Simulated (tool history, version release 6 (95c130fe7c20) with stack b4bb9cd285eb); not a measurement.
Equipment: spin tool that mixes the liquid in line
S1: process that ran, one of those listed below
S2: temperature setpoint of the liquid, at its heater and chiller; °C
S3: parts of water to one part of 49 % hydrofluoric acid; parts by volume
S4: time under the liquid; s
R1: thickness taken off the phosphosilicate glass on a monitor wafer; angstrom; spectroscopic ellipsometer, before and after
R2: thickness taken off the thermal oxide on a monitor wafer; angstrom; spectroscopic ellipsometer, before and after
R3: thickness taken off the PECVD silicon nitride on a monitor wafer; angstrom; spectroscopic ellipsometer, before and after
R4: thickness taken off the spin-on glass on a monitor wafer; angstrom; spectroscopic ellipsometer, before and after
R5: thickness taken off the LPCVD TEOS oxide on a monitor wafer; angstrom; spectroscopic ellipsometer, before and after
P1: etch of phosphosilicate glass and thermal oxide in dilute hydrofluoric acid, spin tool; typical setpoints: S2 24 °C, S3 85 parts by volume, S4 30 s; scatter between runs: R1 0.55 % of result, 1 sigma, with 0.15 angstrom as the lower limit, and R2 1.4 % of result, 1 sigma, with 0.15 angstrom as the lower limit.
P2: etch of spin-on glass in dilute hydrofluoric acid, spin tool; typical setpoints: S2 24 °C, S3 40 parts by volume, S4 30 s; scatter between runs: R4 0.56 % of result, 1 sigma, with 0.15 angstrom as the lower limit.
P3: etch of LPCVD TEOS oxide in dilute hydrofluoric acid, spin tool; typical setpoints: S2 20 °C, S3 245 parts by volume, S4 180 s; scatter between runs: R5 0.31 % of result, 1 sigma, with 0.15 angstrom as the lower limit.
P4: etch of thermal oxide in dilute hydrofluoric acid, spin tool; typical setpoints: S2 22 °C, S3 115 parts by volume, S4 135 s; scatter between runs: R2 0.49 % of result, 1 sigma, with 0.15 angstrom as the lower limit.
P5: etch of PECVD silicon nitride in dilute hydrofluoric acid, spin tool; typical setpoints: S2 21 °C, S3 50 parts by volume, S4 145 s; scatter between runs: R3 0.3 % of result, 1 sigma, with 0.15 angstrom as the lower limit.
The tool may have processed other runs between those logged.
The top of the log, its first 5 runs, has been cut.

Run 6, hour 33.3: S1 P1, S2 30 °C, S3 85 parts by volume, S4 30 s. Result: R1 432.87 angstrom, R2 20.1310 angstrom.
Run 7, hour 42.2: S1 P1, S2 24 °C, S3 40 parts by volume, S4 30 s. Result: R1 774.30 angstrom, R2 37.1180 angstrom.
Run 8, hour 47.8: S1 P2, S2 32 °C, S3 40 parts by volume, S4 30 s. Result: R4 397.73 angstrom.
Run 9, hour 54.5: S1 P1, S2 24 °C, S3 115 parts by volume, S4 30 s. Result: R1 248.02 angstrom, R2 11.7970 angstrom.
Run 10, hour 59.6: S1 P2, S2 24 °C, S3 40 parts by volume, S4 60 s. Result: R4 575.67 angstrom.
Run 11, hour 67.3: S1 P3, S2 20 °C, S3 245 parts by volume, S4 30 s. Result: R5 22.622 angstrom.
Run 12, hour 74.8: S1 P2, S2 24 °C, S3 40 parts by volume, S4 30 s. Result: R4 287.08 angstrom.
Run 13, hour 81.8: S1 P4, S2 22 °C, S3 115 parts by volume, S4 15 s. Result: R2 5.8103 angstrom.
Run 14, hour 88.7: S1 P3, S2 20 °C, S3 70 parts by volume, S4 180 s. Result: R5 568.170 angstrom.
Run 15, hour 96.0: S1 P4, S2 18 °C, S3 115 parts by volume, S4 135 s. Result: R2 43.8270 angstrom.
Run 16, hour 101.3: S1 P2, S2 24 °C, S3 25 parts by volume, S4 30 s. Result: R4 473.27 angstrom.
Run 17, hour 105.6: S1 P3, S2 20 °C, S3 245 parts by volume, S4 180 s. Result: R5 135.120 angstrom.
Run 18, hour 112.1: S1 P1, S2 24 °C, S3 85 parts by volume, S4 30 s. Result: R1 343.21 angstrom, R2 16.8360 angstrom.
Run 19, hour 118.1: S1 P1, S2 24 °C, S3 85 parts by volume, S4 30 s. Result: R1 343.10 angstrom, R2 16.9030 angstrom.
Run 20, hour 125.2: S1 P3, S2 20 °C, S3 245 parts by volume, S4 180 s. Result: R5 134.760 angstrom.
Run 21, hour 133.4: S1 P3, S2 17 °C, S3 245 parts by volume, S4 180 s. Result: R5 121.180 angstrom.
Run 22, hour 139.1: S1 P1, S2 24 °C, S3 85 parts by volume, S4 30 s. Result: R1 340.82 angstrom, R2 16.7230 angstrom.
Run 23, hour 148.1: S1 P5, S2 21 °C, S3 50 parts by volume, S4 145 s. Result: R3 133.89 angstrom.
Run 24, hour 156.5: S1 P5, S2 17 °C, S3 50 parts by volume, S4 145 s. Result: R3 101.18 angstrom.
Run 25, hour 160.8: S1 P1, S2 19 °C, S3 85 parts by volume, S4 15 s. Result: R1 138.63 angstrom, R2 6.6566 angstrom.

Predict the results of run 26:
Run 26, hour 167.2: S1 P2, S2 24 °C, S3 40 parts by volume, S4 30 s. Result: R4 ?.

R4: 289.18 angstrom
